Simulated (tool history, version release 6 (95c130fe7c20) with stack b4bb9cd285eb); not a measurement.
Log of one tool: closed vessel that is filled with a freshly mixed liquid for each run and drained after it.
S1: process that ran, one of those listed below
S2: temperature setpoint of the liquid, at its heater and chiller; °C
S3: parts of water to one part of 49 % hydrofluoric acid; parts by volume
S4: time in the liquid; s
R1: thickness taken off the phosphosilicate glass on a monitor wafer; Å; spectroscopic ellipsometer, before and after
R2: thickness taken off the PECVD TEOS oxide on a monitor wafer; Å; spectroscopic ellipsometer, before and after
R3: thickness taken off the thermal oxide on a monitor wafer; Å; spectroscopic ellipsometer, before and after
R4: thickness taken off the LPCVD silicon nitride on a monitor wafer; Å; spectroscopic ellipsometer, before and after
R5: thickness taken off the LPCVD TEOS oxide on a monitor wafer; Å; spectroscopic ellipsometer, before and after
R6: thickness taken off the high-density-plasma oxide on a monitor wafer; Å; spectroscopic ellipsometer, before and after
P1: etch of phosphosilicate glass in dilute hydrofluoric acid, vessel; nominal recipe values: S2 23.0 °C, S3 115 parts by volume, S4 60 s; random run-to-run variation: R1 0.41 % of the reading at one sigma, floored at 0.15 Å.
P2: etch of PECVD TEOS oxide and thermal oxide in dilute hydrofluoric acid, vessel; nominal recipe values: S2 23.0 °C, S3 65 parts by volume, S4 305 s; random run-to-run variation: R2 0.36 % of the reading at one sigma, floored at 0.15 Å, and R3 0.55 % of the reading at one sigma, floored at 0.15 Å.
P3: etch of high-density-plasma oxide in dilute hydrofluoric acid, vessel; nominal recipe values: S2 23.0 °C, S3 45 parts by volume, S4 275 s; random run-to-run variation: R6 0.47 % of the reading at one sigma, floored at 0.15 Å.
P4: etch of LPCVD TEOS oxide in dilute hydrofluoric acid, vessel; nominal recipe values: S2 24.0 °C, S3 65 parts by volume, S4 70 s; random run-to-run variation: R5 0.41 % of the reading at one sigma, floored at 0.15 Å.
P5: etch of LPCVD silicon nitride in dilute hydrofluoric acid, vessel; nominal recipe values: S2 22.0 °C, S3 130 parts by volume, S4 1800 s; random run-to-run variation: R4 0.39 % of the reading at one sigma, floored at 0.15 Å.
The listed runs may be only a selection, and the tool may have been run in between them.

run   hour  S1    S2   S3    S4       R1       R2       R3      R4      R5      R6
  1    5.2  P1  23.0  115    60   379.54
  2    8.8  P2  23.0   65   305           617.440  226.200
  3   14.1  P5  17.0  130  1800                             43.375
  4   19.6  P1  23.0   35    60  1381.00
  5   22.8  P4  24.0   65   135                                     832.26
  6   28.3  P3  23.0   45   275                                             494.02
  7   31.8  P1  17.0  115    60   298.97
  8   34.4  P5  22.0  130  1800                             60.911
  9   38.5  P3  23.0   45   275                                             496.01
 10   44.0  P5  22.0  195  1800                             40.840
 11   48.2  P1  17.5  115   105   533.71
 12   53.3  P1  23.0  115    60   380.09
 13   59.0  P3  23.0   45    60                                             108.47
 14   64.7  P2  18.5   65   305           513.080  188.730
 15   68.3  P1  23.0  115    30   189.85
 16   72.2  P1  30.5  115    60   509.53
 17   77.5  P4  24.0   65    70                                     429.37
 18   82.9  P5  22.0  130   350                             11.705
 19   87.4  P4  24.0  110    70                                     240.33
 20   93.2  P1  23.0  115    85   537.77
 21   97.5  P2  23.0   65    30            61.308   22.507
 22  102.2  P2  23.0   65   305           622.070  227.480
 23  105.8  P1  23.0  115    60   379.68
 24  110.4  P1  23.0  115    60   380.01
 25  113.4  P3  18.5   45   275                                             412.73
 26  118.7  P4  32.5   65    70                                     600.56
 27  123.6  P4  24.0   65    70                                     428.17
 28  126.2  P3  23.0   75   275                                             288.35
 29  130.8  P2  23.0   95   305           409.620  149.270
 30  135.2  P1  23.0  180    60   226.62
 31  140.0  P1  23.0  115    60   380.09
 32  143.3  P1  23.0  115    60   393.56
 33  147.5  P1  23.0  115    60   403.72
 34  151.4  P1  23.0  115    60   409.47
 35  155.4  P1  23.0  115    60   408.43
 36  158.5  P1  23.0  115    60   410.39

Estimate the outcome of run 37 from the log above:
 37  162.7  P1  23.0  115  60   ?

{"run 37": {"R1": 412.66}}
